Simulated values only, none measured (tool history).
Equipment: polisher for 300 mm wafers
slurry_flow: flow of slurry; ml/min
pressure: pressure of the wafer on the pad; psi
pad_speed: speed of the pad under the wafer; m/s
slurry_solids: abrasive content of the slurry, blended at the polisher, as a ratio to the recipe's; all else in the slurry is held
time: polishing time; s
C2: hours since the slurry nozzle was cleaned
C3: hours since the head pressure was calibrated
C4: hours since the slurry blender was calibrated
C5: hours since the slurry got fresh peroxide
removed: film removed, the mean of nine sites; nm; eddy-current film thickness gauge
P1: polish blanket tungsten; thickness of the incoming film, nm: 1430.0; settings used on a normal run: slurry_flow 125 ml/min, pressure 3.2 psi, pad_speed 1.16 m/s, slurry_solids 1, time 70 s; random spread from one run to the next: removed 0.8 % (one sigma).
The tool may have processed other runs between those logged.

{"run": 1, "hour": 5.6, "slurry_flow": 125, "pressure": 3.2, "pad_speed": 1.16, "slurry_solids": 1, "time": 70, "wafers polished on this pad": 467, "C2": 247.8, "C3": 827.1, "C4": 291.5, "C5": 102.2, "removed": 380.67}
{"run": 2, "hour": 8.6, "slurry_flow": 75, "pressure": 3.2, "pad_speed": 1.16, "slurry_solids": 1, "time": 70, "wafers polished on this pad": 503, "C2": 250.8, "C3": 830.1, "C4": 294.5, "C5": 105.2, "removed": 328.7}
{"run": 3, "hour": 13.3, "slurry_flow": 195, "pressure": 3.2, "pad_speed": 1.16, "slurry_solids": 1, "time": 70, "wafers polished on this pad": 561, "C2": 255.5, "C3": 834.8, "C4": 299.2, "C5": 109.9, "removed": 403.38}
{"run": 4, "hour": 18.8, "slurry_flow": 125, "pressure": 3.2, "pad_speed": 1.16, "slurry_solids": 1, "time": 70, "wafers polished on this pad": 628, "C2": 261, "C3": 840.3, "C4": 304.7, "C5": 115.4, "removed": 375.23}
{"run": 5, "hour": 22.7, "slurry_flow": 125, "pressure": 3.2, "pad_speed": 0.6, "slurry_solids": 1, "time": 70, "wafers polished on this pad": 675, "C2": 264.9, "C3": 844.2, "C4": 308.6, "C5": 119.3, "removed": 191.55}
{"run": 6, "hour": 27.6, "slurry_flow": 125, "pressure": 3.2, "pad_speed": 1.16, "slurry_solids": 1, "time": 70, "wafers polished on this pad": 735, "C2": 269.8, "C3": 849.1, "C4": 313.5, "C5": 124.2, "removed": 382.55}
{"run": 7, "hour": 32.4, "slurry_flow": 125, "pressure": 3.2, "pad_speed": 1.16, "slurry_solids": 1, "time": 98, "wafers polished on this pad": 794, "C2": 274.6, "C3": 853.9, "C4": 318.3, "C5": 129, "removed": 526.03}
{"run": 8, "hour": 35.6, "slurry_flow": 80, "pressure": 3.2, "pad_speed": 1.16, "slurry_solids": 1, "time": 39, "wafers polished on this pad": 833, "C2": 277.8, "C3": 857.1, "C4": 321.5, "C5": 132.2, "removed": 186.84}
{"run": 9, "hour": 39.8, "slurry_flow": 125, "pressure": 3.2, "pad_speed": 1.16, "slurry_solids": 1, "time": 34, "wafers polished on this pad": 884, "C2": 282, "C3": 861.3, "C4": 325.7, "C5": 136.4, "removed": 182.75}
{"run": 10, "hour": 44.5, "slurry_flow": 125, "pressure": 3.2, "pad_speed": 1.16, "slurry_solids": 1, "time": 70, "wafers polished on this pad": 942, "C2": 286.7, "C3": 866, "C4": 330.4, "C5": 141.1, "removed": 378.74}
{"run": 11, "hour": 47.7, "slurry_flow": 125, "pressure": 4.1, "pad_speed": 1.16, "slurry_solids": 1, "time": 70, "wafers polished on this pad": 981, "C2": 289.9, "C3": 869.2, "C4": 333.6, "C5": 144.3, "removed": 485.4}
{"run": 12, "hour": 53.2, "slurry_flow": 125, "pressure": 1.5, "pad_speed": 0.72, "slurry_solids": 1, "time": 70, "wafers polished on this pad": 1048, "C2": 295.4, "C3": 874.7, "C4": 339.1, "C5": 149.8, "removed": 109.18}
{"run": 13, "hour": 57.0, "slurry_flow": 125, "pressure": 3.2, "pad_speed": 1.16, "slurry_solids": 1, "time": 70, "wafers polished on this pad": 1094, "C2": 299.2, "C3": 878.5, "C4": 342.9, "C5": 153.6, "removed": 380.95}
{"run": 14, "hour": 59.9, "slurry_flow": 125, "pressure": 3.2, "pad_speed": 1.16, "slurry_solids": 1.25, "time": 70, "wafers polished on this pad": 1130, "C2": 302.1, "C3": 881.4, "C4": 345.8, "C5": 156.5, "removed": 396.86}
{"run": 15, "hour": 63.0, "slurry_flow": 125, "pressure": 3.2, "pad_speed": 1.16, "slurry_solids": 0.55, "time": 70, "wafers polished on this pad": 1168, "C2": 305.2, "C3": 884.5, "C4": 348.9, "C5": 159.6, "removed": 329.29}
{"hour": 65.0, "done": "slurry blender recalibrated"}
{"run": 16, "hour": 67.2, "slurry_flow": 125, "pressure": 1.4, "pad_speed": 1.16, "slurry_solids": 1, "time": 70, "wafers polished on this pad": 1219, "C2": 309.4, "C3": 888.7, "C4": 2.2, "C5": 163.8, "removed": 163.21}
{"run": 17, "hour": 72.0, "slurry_flow": 125, "pressure": 3.2, "pad_speed": 1.54, "slurry_solids": 1, "time": 70, "wafers polished on this pad": 1277, "C2": 314.2, "C3": 893.5, "C4": 7, "C5": 168.6, "removed": 496.99}
{"run": 18, "hour": 76.9, "slurry_flow": 125, "pressure": 1.6, "pad_speed": 1.16, "slurry_solids": 1.3, "time": 70, "wafers polished on this pad": 1337, "C2": 319.1, "C3": 898.4, "C4": 11.9, "C5": 173.5, "removed": 200.31}
{"run": 19, "hour": 79.7, "slurry_flow": 125, "pressure": 3.2, "pad_speed": 1.16, "slurry_solids": 1, "time": 70, "wafers polished on this pad": 1371, "C2": 321.9, "C3": 901.2, "C4": 14.7, "C5": 176.3, "removed": 375.54}
{"run": 20, "hour": 83.5, "slurry_flow": 125, "pressure": 3.2, "pad_speed": 1.16, "slurry_solids": 1, "time": 70, "wafers polished on this pad": 1418, "C2": 325.7, "C3": 905, "C4": 18.5, "C5": 180.1, "removed": 371.66}
{"run": 21, "hour": 88.1, "slurry_flow": 125, "pressure": 3.2, "pad_speed": 1.16, "slurry_solids": 1, "time": 70, "wafers polished on this pad": 1474, "C2": 330.3, "C3": 909.6, "C4": 23.1, "C5": 184.7, "removed": 373.79}
{"run": 22, "hour": 90.7, "slurry_flow": 125, "pressure": 3.2, "pad_speed": 1.16, "slurry_solids": 1, "time": 70, "wafers polished on this pad": 1506, "C2": 332.9, "C3": 912.2, "C4": 25.7, "C5": 187.3, "removed": 371.58}
{"run": 23, "hour": 93.9, "slurry_flow": 125, "pressure": 3.2, "pad_speed": 1.16, "slurry_solids": 1, "time": 70, "wafers polished on this pad": 1545, "C2": 336.1, "C3": 915.4, "C4": 28.9, "C5": 190.5, "removed": 364.28}
{"run": 24, "hour": 99.4, "slurry_flow": 125, "pressure": 3.2, "pad_speed": 1.16, "slurry_solids": 1, "time": 70, "wafers polished on this pad": 1612, "C2": 341.6, "C3": 920.9, "C4": 34.4, "C5": 196, "removed": 358.41}
{"run": 25, "hour": 102.6, "slurry_flow": 125, "pressure": 3.2, "pad_speed": 1.16, "slurry_solids": 1, "time": 70, "wafers polished on this pad": 1651, "C2": 344.8, "C3": 924.1, "C4": 37.6, "C5": 199.2, "removed": 349.16}
{"run": 26, "hour": 105.5, "slurry_flow": 125, "pressure": 3.2, "pad_speed": 1.16, "slurry_solids": 1, "time": 70, "wafers polished on this pad": 1687, "C2": 347.7, "C3": 927, "C4": 40.5, "C5": 202.1, "removed": 349.93}

Run 27 has not been measured yet. What should we expect?
{"run": 27, "hour": 110.1, "slurry_flow": 125, "pressure": 3.2, "pad_speed": 1.16, "slurry_solids": 1, "time": 70, "wafers polished on this pad": 1743, "C2": 352.3, "C3": 931.6, "C4": 45.1, "C5": 206.7, "removed": "?"}

{"run 27": {"removed": 345.39}}

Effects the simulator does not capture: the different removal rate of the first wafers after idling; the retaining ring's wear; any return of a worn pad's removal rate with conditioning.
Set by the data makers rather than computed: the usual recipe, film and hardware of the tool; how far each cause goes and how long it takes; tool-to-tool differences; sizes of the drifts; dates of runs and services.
